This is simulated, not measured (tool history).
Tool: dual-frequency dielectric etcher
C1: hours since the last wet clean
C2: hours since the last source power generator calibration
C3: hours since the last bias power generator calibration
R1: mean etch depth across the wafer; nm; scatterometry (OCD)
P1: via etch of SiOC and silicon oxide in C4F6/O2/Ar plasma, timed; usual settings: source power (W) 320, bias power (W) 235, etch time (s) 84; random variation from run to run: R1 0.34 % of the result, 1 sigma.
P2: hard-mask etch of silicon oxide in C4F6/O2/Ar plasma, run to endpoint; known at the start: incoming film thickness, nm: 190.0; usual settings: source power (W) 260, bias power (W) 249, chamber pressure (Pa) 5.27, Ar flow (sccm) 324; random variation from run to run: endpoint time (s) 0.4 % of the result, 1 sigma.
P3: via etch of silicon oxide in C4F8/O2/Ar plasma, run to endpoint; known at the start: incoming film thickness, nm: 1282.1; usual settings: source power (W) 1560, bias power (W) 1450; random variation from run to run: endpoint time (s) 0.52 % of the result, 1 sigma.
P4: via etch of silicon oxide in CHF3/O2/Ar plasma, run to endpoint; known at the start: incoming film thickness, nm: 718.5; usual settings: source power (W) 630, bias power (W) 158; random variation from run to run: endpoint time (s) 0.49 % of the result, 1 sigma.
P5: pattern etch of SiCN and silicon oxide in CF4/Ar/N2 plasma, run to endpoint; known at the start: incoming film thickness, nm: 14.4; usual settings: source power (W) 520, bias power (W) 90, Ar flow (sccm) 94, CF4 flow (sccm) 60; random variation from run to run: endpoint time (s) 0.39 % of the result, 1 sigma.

Run 1, hour 8.7: process that ran P1, source power (W) 320, bias power (W) 235, etch time (s) 84; C1 350; C2 3439.9; C3 970. Result: R1 96.564 nm.
Run 2, hour 16.7: process that ran P3, source power (W) 1560, bias power (W) 1936; C1 358; C2 3447.9; C3 978. Result: endpoint time (s) 289.82.
Run 3, hour 32.7: process that ran P1, source power (W) 320, bias power (W) 235, etch time (s) 105; C1 374; C2 3463.9; C3 994. Result: R1 121.21 nm.
Run 4, hour 49.1: process that ran P1, source power (W) 320, bias power (W) 325, etch time (s) 84; C1 390.4; C2 3480.3; C3 1010.4. Result: R1 107.69 nm.
Run 5, hour 65.9: process that ran P1, source power (W) 320, bias power (W) 235, etch time (s) 84; C1 407.2; C2 3497.1; C3 1027.2. Result: R1 97.155 nm.
Run 6, hour 80.2: process that ran P2, source power (W) 260, bias power (W) 249, chamber pressure (Pa) 3.4, Ar flow (sccm) 324; C1 421.5; C2 3511.4; C3 1041.5. Result: endpoint time (s) 62.81.
Run 7, hour 91.9: process that ran P4, source power (W) 630, bias power (W) 158; C1 433.2; C2 3523.1; C3 1053.2. Result: endpoint time (s) 364.86.
Run 8, hour 108.1: process that ran P1, source power (W) 320, bias power (W) 235, etch time (s) 59; C1 449.4; C2 3539.3; C3 1069.4. Result: R1 68.144 nm.
Run 9, hour 122.7: process that ran P1, source power (W) 250, bias power (W) 235, etch time (s) 113.5; C1 464; C2 3553.9; C3 1084. Result: R1 118.49 nm.
Run 10, hour 139.9: process that ran P5, source power (W) 520, bias power (W) 90, Ar flow (sccm) 94, CF4 flow (sccm) 60; C1 481.2; C2 3571.1; C3 1101.2. Result: endpoint time (s) 13.671.
Run 11, hour 154.8: process that ran P3, source power (W) 1560, bias power (W) 1450; C1 496.1; C2 3586; C3 1116.1. Result: endpoint time (s) 312.27.
Run 12, hour 171.5: process that ran P1, source power (W) 320, bias power (W) 235, etch time (s) 84; C1 512.8; C2 3602.7; C3 1132.8. Result: R1 96.454 nm.
Run 13, hour 187.9: process that ran P5, source power (W) 670, bias power (W) 90, Ar flow (sccm) 94, CF4 flow (sccm) 60; C1 529.2; C2 3619.1; C3 1149.2. Result: endpoint time (s) 10.961.
Run 14, hour 200.2: process that ran P1, source power (W) 320, bias power (W) 235, etch time (s) 84; C1 541.5; C2 3631.4; C3 1161.5. Result: R1 96.533 nm.
Run 15, hour 215.5: process that ran P4, source power (W) 630, bias power (W) 206; C1 556.8; C2 3646.7; C3 1176.8. Result: endpoint time (s) 331.86.
Run 16, hour 232.9: process that ran P3, source power (W) 1050, bias power (W) 1450; C1 574.2; C2 3664.1; C3 1194.2. Result: endpoint time (s) 369.76.
Run 17, hour 245.5: process that ran P5, source power (W) 520, bias power (W) 90, Ar flow (sccm) 94, CF4 flow (sccm) 42; C1 586.8; C2 3676.7; C3 1206.8. Result: endpoint time (s) 14.463.
Run 18, hour 261.8: process that ran P5, source power (W) 520, bias power (W) 57, Ar flow (sccm) 94, CF4 flow (sccm) 60; C1 603.1; C2 3693; C3 1223.1. Result: endpoint time (s) 15.983.
Run 19, hour 271.7: process that ran P1, source power (W) 190, bias power (W) 235, etch time (s) 84; C1 613; C2 3702.9; C3 1233. Result: R1 79.667 nm.
At hour 273: wet clean of the chamber.
Run 20, hour 283.7: process that ran P1, source power (W) 320, bias power (W) 301, etch time (s) 65; C1 10.7; C2 3714.9; C3 1245. Result: R1 81.823 nm.

Forecast run 21:
Run 21, hour 295.5: process that ran P1, source power (W) 320, bias power (W) 235, etch time (s) 84; C1 22.5; C2 3726.7; C3 1256.8. Result: R1 ?.

{"run 21": {"R1": 95.713}}

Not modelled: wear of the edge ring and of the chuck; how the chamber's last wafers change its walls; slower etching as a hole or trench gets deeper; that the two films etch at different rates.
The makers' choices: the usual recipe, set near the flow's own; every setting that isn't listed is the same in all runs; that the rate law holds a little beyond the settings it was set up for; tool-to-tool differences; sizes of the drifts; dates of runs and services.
